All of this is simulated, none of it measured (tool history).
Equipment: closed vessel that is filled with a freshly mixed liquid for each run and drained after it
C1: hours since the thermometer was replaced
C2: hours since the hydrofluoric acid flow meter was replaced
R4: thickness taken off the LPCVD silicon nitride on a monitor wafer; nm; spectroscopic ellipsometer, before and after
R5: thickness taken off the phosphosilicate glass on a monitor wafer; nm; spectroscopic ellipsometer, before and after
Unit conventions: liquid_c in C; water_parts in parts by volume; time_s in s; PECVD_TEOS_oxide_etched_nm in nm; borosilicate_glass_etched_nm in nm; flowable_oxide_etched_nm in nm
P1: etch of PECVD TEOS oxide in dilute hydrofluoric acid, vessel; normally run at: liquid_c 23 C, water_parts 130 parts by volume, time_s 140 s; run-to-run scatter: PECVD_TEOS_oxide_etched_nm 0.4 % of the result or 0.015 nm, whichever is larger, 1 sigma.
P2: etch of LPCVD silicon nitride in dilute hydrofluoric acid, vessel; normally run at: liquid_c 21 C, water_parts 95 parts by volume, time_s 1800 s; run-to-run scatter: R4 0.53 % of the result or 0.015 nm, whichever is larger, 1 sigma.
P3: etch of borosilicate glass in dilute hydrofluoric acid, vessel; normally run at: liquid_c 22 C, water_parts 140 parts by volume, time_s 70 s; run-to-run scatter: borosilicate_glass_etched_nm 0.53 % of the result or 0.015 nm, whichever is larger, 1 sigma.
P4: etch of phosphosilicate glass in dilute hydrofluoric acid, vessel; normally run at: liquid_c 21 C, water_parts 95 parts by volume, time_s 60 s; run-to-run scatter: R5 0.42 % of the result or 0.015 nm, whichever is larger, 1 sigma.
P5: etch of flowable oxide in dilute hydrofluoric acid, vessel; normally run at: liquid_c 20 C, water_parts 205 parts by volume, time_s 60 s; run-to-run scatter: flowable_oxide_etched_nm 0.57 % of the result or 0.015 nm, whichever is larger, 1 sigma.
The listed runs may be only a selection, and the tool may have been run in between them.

{"run": 1, "hour": 8.9, "process": "P1", "liquid_c": 23, "water_parts": 130, "time_s": 140, "C1": 337.2, "C2": 523.9, "PECVD_TEOS_oxide_etched_nm": 23.709}
{"run": 2, "hour": 17.2, "process": "P3", "liquid_c": 22, "water_parts": 140, "time_s": 70, "C1": 345.5, "C2": 532.2, "borosilicate_glass_etched_nm": 22.493}
{"run": 3, "hour": 27.5, "process": "P5", "liquid_c": 17, "water_parts": 205, "time_s": 60, "C1": 355.8, "C2": 542.5, "flowable_oxide_etched_nm": 8.692}
{"run": 4, "hour": 33.4, "process": "P1", "liquid_c": 23, "water_parts": 130, "time_s": 140, "C1": 361.7, "C2": 548.4, "PECVD_TEOS_oxide_etched_nm": 23.677}
{"run": 5, "hour": 38.6, "process": "P1", "liquid_c": 29, "water_parts": 130, "time_s": 140, "C1": 366.9, "C2": 553.6, "PECVD_TEOS_oxide_etched_nm": 29.653}
{"run": 6, "hour": 44.6, "process": "P1", "liquid_c": 23, "water_parts": 130, "time_s": 30, "C1": 372.9, "C2": 559.6, "PECVD_TEOS_oxide_etched_nm": 5.0896}
{"run": 7, "hour": 52.2, "process": "P5", "liquid_c": 20, "water_parts": 205, "time_s": 60, "C1": 380.5, "C2": 567.2, "flowable_oxide_etched_nm": 9.6448}
{"run": 8, "hour": 60.0, "process": "P5", "liquid_c": 20, "water_parts": 205, "time_s": 105, "C1": 388.3, "C2": 575, "flowable_oxide_etched_nm": 16.942}
{"run": 9, "hour": 66.3, "process": "P2", "liquid_c": 21, "water_parts": 95, "time_s": 705, "C1": 394.6, "C2": 581.3, "R4": 2.7473}
{"run": 10, "hour": 75.6, "process": "P1", "liquid_c": 23, "water_parts": 130, "time_s": 140, "C1": 403.9, "C2": 590.6, "PECVD_TEOS_oxide_etched_nm": 23.518}
{"run": 11, "hour": 81.3, "process": "P1", "liquid_c": 23, "water_parts": 130, "time_s": 140, "C1": 409.6, "C2": 596.3, "PECVD_TEOS_oxide_etched_nm": 23.615}
{"run": 12, "hour": 88.0, "process": "P1", "liquid_c": 23, "water_parts": 130, "time_s": 210, "C1": 416.3, "C2": 603, "PECVD_TEOS_oxide_etched_nm": 35.455}
{"run": 13, "hour": 93.2, "process": "P1", "liquid_c": 23, "water_parts": 220, "time_s": 140, "C1": 421.5, "C2": 608.2, "PECVD_TEOS_oxide_etched_nm": 12.78}
{"run": 14, "hour": 100.3, "process": "P2", "liquid_c": 17, "water_parts": 95, "time_s": 1800, "C1": 428.6, "C2": 615.3, "R4": 5.3245}
{"run": 15, "hour": 108.9, "process": "P3", "liquid_c": 28.5, "water_parts": 140, "time_s": 70, "C1": 437.2, "C2": 623.9, "borosilicate_glass_etched_nm": 28.492}
{"run": 16, "hour": 116.5, "process": "P2", "liquid_c": 21, "water_parts": 20, "time_s": 1800, "C1": 444.8, "C2": 631.5, "R4": 31.662}
{"run": 17, "hour": 121.7, "process": "P2", "liquid_c": 21, "water_parts": 95, "time_s": 1800, "C1": 450, "C2": 636.7, "R4": 7.0109}
{"run": 18, "hour": 132.4, "process": "P5", "liquid_c": 20, "water_parts": 205, "time_s": 60, "C1": 460.7, "C2": 647.4, "flowable_oxide_etched_nm": 9.7216}
{"run": 19, "hour": 142.0, "process": "P1", "liquid_c": 23, "water_parts": 130, "time_s": 140, "C1": 470.3, "C2": 657, "PECVD_TEOS_oxide_etched_nm": 23.677}
{"run": 20, "hour": 146.8, "process": "P4", "liquid_c": 21, "water_parts": 95, "time_s": 30, "C1": 475.1, "C2": 661.8, "R5": 42.735}
{"run": 21, "hour": 154.2, "process": "P1", "liquid_c": 23, "water_parts": 130, "time_s": 140, "C1": 482.5, "C2": 669.2, "PECVD_TEOS_oxide_etched_nm": 23.656}
{"run": 22, "hour": 163.7, "process": "P1", "liquid_c": 17, "water_parts": 130, "time_s": 30, "C1": 492, "C2": 678.7, "PECVD_TEOS_oxide_etched_nm": 3.9983}
{"run": 23, "hour": 174.4, "process": "P3", "liquid_c": 22, "water_parts": 140, "time_s": 30, "C1": 502.7, "C2": 689.4, "borosilicate_glass_etched_nm": 9.5789}
{"run": 24, "hour": 182.4, "process": "P1", "liquid_c": 23, "water_parts": 60, "time_s": 140, "C1": 510.7, "C2": 697.4, "PECVD_TEOS_oxide_etched_nm": 55.909}

The next listed run, before its measurement:
{"run": 25, "hour": 187.4, "process": "P3", "liquid_c": 22, "water_parts": 225, "time_s": 70, "C1": 515.7, "C2": 702.4, "borosilicate_glass_etched_nm": "?"}

borosilicate_glass_etched_nm: 12.798 nm
